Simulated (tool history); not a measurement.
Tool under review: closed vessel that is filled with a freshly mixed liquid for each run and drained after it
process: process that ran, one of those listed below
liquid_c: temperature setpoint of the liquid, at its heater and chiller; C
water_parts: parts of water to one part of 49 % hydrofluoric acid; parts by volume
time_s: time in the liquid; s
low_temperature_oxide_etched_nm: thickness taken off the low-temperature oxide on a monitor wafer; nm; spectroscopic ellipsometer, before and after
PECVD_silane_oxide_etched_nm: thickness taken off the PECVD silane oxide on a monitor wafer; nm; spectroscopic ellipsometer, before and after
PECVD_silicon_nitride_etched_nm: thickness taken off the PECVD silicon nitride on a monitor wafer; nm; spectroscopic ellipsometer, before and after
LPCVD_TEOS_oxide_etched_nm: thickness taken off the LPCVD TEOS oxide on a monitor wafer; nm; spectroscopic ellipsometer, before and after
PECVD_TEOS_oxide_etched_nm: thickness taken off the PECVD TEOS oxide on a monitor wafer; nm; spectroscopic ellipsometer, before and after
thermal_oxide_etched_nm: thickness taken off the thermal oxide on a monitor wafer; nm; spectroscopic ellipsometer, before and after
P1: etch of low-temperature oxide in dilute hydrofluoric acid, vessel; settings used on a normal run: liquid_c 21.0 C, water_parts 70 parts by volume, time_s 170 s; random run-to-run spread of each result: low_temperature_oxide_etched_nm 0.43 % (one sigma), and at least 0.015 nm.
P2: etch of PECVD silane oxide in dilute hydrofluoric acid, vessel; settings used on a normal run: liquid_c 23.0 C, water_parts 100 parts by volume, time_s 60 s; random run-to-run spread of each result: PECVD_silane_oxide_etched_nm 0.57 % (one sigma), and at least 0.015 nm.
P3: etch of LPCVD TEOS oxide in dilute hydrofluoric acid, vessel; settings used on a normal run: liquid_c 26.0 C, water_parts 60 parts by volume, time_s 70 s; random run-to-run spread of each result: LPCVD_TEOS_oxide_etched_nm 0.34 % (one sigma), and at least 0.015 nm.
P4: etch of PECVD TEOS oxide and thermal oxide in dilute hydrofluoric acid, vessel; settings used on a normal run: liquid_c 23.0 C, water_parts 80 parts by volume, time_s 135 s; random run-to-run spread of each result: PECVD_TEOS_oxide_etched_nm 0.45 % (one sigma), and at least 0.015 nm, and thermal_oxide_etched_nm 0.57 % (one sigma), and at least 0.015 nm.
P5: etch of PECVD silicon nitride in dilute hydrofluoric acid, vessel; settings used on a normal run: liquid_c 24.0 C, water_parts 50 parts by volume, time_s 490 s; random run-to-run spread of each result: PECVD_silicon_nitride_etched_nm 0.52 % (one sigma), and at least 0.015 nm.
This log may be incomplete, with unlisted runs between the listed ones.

| run | hour | process | liquid_c | water_parts | time_s | hours since the thermometer was replaced | hours since the hydrofluoric acid flow meter was replaced | low_temperature_oxide_etched_nm | PECVD_silane_oxide_etched_nm | PECVD_silicon_nitride_etched_nm | LPCVD_TEOS_oxide_etched_nm | PECVD_TEOS_oxide_etched_nm | thermal_oxide_etched_nm |
|---|---|---|---|---|---|---|---|---|---|---|---|---|---|
| 1 | 6.3 | P1 | 21.0 | 70 | 170 | 448.3 | 881.7 | 48.395 |  |  |  |  |  |
| 2 | 11.4 | P2 | 23.0 | 100 | 60 | 453.4 | 886.8 |  | 9.0389 |  |  |  |  |
| 3 | 16.8 | P1 | 21.0 | 105 | 55 | 458.8 | 892.2 | 9.950 |  |  |  |  |  |
| 4 | 21.9 | P1 | 21.0 | 70 | 325 | 463.9 | 897.3 | 92.819 |  |  |  |  |  |
| 5 | 25.9 | P5 | 24.0 | 50 | 960 | 467.9 | 901.3 |  |  | 39.729 |  |  |  |
| 6 | 30.8 | P5 | 24.0 | 90 | 490 | 472.8 | 906.2 |  |  | 11.394 |  |  |  |
| 7 | 35.9 | P2 | 23.0 | 100 | 30 | 477.9 | 911.3 |  | 4.5081 |  |  |  |  |
| 8 | 40.9 | P3 | 26.0 | 60 | 135 | 482.9 | 916.3 |  |  |  | 89.793 |  |  |
| 9 | 44.0 | P4 | 23.0 | 80 | 135 | 486.0 | 919.4 |  |  |  |  | 35.203 | 8.0180 |
| 10 | 49.2 | P4 | 23.0 | 80 | 135 | 491.2 | 924.6 |  |  |  |  | 35.468 | 8.0002 |
| 11 | 53.0 | P3 | 26.0 | 60 | 70 | 495.0 | 928.4 |  |  |  | 46.554 |  |  |
| 12 | 59.7 | P1 | 21.0 | 45 | 45 | 501.7 | 935.1 | 20.614 |  |  |  |  |  |
| 13 | 64.6 | P4 | 23.0 | 80 | 265 | 506.6 | 940.0 |  |  |  |  | 69.518 | 15.7670 |
| 14 | 71.1 | P3 | 19.5 | 60 | 70 | 513.1 | 946.5 |  |  |  | 35.631 |  |  |
| 15 | 75.7 | P1 | 21.0 | 70 | 170 | 517.7 | 951.1 | 48.274 |  |  |  |  |  |
| 16 | 81.2 | P4 | 17.0 | 80 | 135 | 523.2 | 956.6 |  |  |  |  | 27.779 | 6.2246 |
| 17 | 84.9 | P1 | 21.0 | 25 | 170 | 526.9 | 960.3 | 142.510 |  |  |  |  |  |
| 18 | 91.3 | P5 | 24.0 | 50 | 490 | 533.3 | 966.7 |  |  | 20.334 |  |  |  |
| 19 | 94.5 | P4 | 23.0 | 25 | 135 | 536.5 | 969.9 |  |  |  |  | 121.930 | 27.1710 |
| 20 | 99.1 | P1 | 21.0 | 70 | 170 | 541.1 | 974.5 | 47.970 |  |  |  |  |  |
| 21 | 104.4 | P3 | 26.0 | 20 | 70 | 546.4 | 979.8 |  |  |  | 147.580 |  |  |
| 22 | 111.1 | P1 | 17.0 | 70 | 170 | 553.1 | 986.5 | 41.202 |  |  |  |  |  |
| 23 | 117.0 | P1 | 27.5 | 70 | 170 | 559.0 | 992.4 | 63.363 |  |  |  |  |  |
| 24 | 122.8 | P1 | 21.0 | 100 | 170 | 564.8 | 998.2 | 32.511 |  |  |  |  |  |
| 25 | 126.7 | P1 | 21.0 | 70 | 60 | 568.7 | 1002.1 | 17.006 |  |  |  |  |  |
| 26 | 131.4 | P2 | 23.0 | 165 | 60 | 573.4 | 1006.8 |  | 5.1051 |  |  |  |  |
| 27 | 135.6 | P1 | 21.0 | 70 | 170 | 577.6 | 1011.0 | 48.290 |  |  |  |  |  |
| 28 | 141.0 | P2 | 23.0 | 100 | 60 | 583.0 | 1016.4 |  | 8.9277 |  |  |  |  |
| 29 | 146.9 | P2 | 29.0 | 100 | 60 | 588.9 | 1022.3 |  | 11.3610 |  |  |  |  |
| 30 | 152.9 | P5 | 29.0 | 50 | 490 | 594.9 | 1028.3 |  |  | 28.373 |  |  |  |
| 31 | 156.9 | P1 | 21.0 | 70 | 170 | 598.9 | 1032.3 | 48.316 |  |  |  |  |  |
| 32 | 161.0 | P1 | 21.0 | 70 | 170 | 603.0 | 1036.4 | 49.975 |  |  |  |  |  |
| 33 | 166.0 | P1 | 21.0 | 70 | 170 | 608.0 | 1041.4 | 51.021 |  |  |  |  |  |
| 34 | 169.1 | P1 | 21.0 | 70 | 170 | 611.1 | 1044.5 | 51.583 |  |  |  |  |  |
| 35 | 172.5 | P1 | 21.0 | 70 | 170 | 614.5 | 1047.9 | 51.867 |  |  |  |  |  |
| 36 | 176.3 | P1 | 21.0 | 70 | 170 | 618.3 | 1051.7 | 52.320 |  |  |  |  |  |
| 37 | 179.4 | P1 | 21.0 | 70 | 170 | 621.4 | 1054.8 | 52.318 |  |  |  |  |  |
| 38 | 184.8 | P1 | 21.0 | 70 | 170 | 626.8 | 1060.2 | 53.259 |  |  |  |  |  |
| 39 | 191.4 | P1 | 21.0 | 70 | 170 | 633.4 | 1066.8 | 52.501 |  |  |  |  |  |
| 40 | 195.5 | P1 | 21.0 | 70 | 170 | 637.5 | 1070.9 | 52.638 |  |  |  |  |  |

The output of P1 has drifted from where it used to be. Each of the 2 causes below, taken at the size shown beside it, accounts for the log equally well:
A: liquid hotter than its thermometer reads (K) = 2.18
B: hydrofluoric acid flow above the setpoint (%) = 8.62
The onset of the drift is placed at about hour 156.9.

Below are 4 check runs, each on a single wafer, with their results shown as question marks. Which of them would tell the listed causes apart, meaning the causes would give clearly different results under it?
| check 1 | 199.6 | P2 | 23.0 | 165 | 60 |  |  |  | ? |  |  |  |  |
| check 2 | 199.6 | P5 | 28.5 | 80 | 490 |  |  |  |  | ? |  |  |  |
| check 3 | 199.6 | P4 | 23.0 | 40 | 245 |  |  |  |  |  |  | ? | ? |
| check 4 | 199.6 | P3 | 26.0 | 20 | 130 |  |  |  |  |  | ? |  |  |

What every check run would give for each of its results, assuming each possible cause in turn:
| check | result | if A | if B |
|---|---|---|---|
| check 1 | PECVD_silane_oxide_etched_nm | 5.4846 | 5.5659 |
| check 2 | PECVD_silicon_nitride_etched_nm | 19.835 | 18.749 |
| check 3 | PECVD_TEOS_oxide_etched_nm | 147.630 | 147.090 |
| check 3 | thermal_oxide_etched_nm | 33.4350 | 33.3120 |
| check 4 | LPCVD_TEOS_oxide_etched_nm | 299.990 | 298.530 |
Minimum pairwise separation of causes per check, each pair taken at its best-separating result: check 1 1.47 %; check 2 5.63 %; check 3 0.37 %; check 4 0.49 %
Check 2 is the one run that separates the causes; every other check would come out nearly the same whichever cause is at work.

The results of check 2 are: PECVD_silicon_nitride_etched_nm 18.978 nm. Based on these, which of the listed causes is it?

The correct cause is B, namely: hydrofluoric acid flow above the setpoint (%).
